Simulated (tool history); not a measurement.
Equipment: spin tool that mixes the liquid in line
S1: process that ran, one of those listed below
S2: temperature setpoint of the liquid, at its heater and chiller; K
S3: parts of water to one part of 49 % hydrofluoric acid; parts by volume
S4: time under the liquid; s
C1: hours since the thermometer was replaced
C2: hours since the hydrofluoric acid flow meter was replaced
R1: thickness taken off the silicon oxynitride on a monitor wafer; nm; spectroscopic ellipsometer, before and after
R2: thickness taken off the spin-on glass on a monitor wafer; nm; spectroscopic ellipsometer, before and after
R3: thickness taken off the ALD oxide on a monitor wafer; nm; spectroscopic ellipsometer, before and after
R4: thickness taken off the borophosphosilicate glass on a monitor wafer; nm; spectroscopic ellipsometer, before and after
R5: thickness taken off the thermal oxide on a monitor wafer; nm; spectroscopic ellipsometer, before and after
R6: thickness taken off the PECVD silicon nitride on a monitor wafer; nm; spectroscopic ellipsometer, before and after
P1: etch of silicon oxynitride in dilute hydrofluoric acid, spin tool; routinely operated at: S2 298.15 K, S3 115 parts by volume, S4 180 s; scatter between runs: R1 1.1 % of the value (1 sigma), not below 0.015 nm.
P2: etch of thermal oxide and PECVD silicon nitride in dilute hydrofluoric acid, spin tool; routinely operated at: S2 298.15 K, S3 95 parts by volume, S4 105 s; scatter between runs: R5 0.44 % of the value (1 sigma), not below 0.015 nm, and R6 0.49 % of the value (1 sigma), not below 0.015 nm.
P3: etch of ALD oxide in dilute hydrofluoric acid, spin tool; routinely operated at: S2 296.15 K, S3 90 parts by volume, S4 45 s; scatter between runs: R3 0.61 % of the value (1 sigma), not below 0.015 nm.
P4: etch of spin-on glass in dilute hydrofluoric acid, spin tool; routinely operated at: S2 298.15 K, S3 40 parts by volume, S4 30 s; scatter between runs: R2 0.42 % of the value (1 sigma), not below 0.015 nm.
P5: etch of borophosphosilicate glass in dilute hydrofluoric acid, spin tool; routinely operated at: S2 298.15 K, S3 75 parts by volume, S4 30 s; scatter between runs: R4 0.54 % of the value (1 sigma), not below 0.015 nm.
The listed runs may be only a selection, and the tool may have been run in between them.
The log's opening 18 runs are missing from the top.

run	hour	S1	S2	S3	S4	C1	C2	R1	R2	R3	R4	R5	R6
19	152.1	P2	298.15	95	160	282.7	278.3					7.7221	7.1639
20	163.2	P1	298.15	40	275	293.8	289.4	10.93300					
21	174.7	P3	296.15	160	45	305.3	300.9			2.5842			
22	180.3	P3	302.15	90	45	310.9	306.5			6.3302			
23	191.6	P2	292.15	95	105	322.2	317.8					4.0184	3.1322
24	199.2	P3	296.15	90	45	329.8	325.4			5.0143			
25	209.0	P4	294.15	40	30	339.6	335.2		33.779				
26	214.2	P2	298.15	95	105	344.8	340.4					5.0926	4.6480
27	220.4	P1	298.15	115	180	351.0	346.6	2.38140					
28	227.1	P1	298.15	115	180	357.7	353.3	2.34050					
29	234.0	P1	298.15	170	180	364.6	360.2	1.50970					
30	240.2	P1	298.15	115	345	370.8	366.4	4.47060					
31	247.0	P1	298.15	70	180	377.6	373.2	4.02000					
32	257.6	P1	298.15	115	180	388.2	383.8	2.32010					
33	268.2	P1	298.15	115	180	398.8	394.4	2.24170					
34	276.3	P1	298.15	115	180	406.9	402.5	2.16350					
35	287.3	P1	298.15	115	180	417.9	413.5	2.10390					
36	297.2	P1	298.15	115	180	427.8	423.4	2.17370					
37	305.4	P1	298.15	115	180	436.0	431.6	2.12710					
38	311.8	P1	298.15	115	180	442.4	438.0	2.11100					
39	318.6	P1	298.15	115	180	449.2	444.8	2.14700					
40	326.7	P1	298.15	115	180	457.3	452.9	2.08480					
41	332.4	P1	298.15	115	180	463.0	458.6	2.09900					

Forecast run 42:
42	338.7	P1	298.15	115	180	469.3	464.9	?					

R1: 2.12700 nm
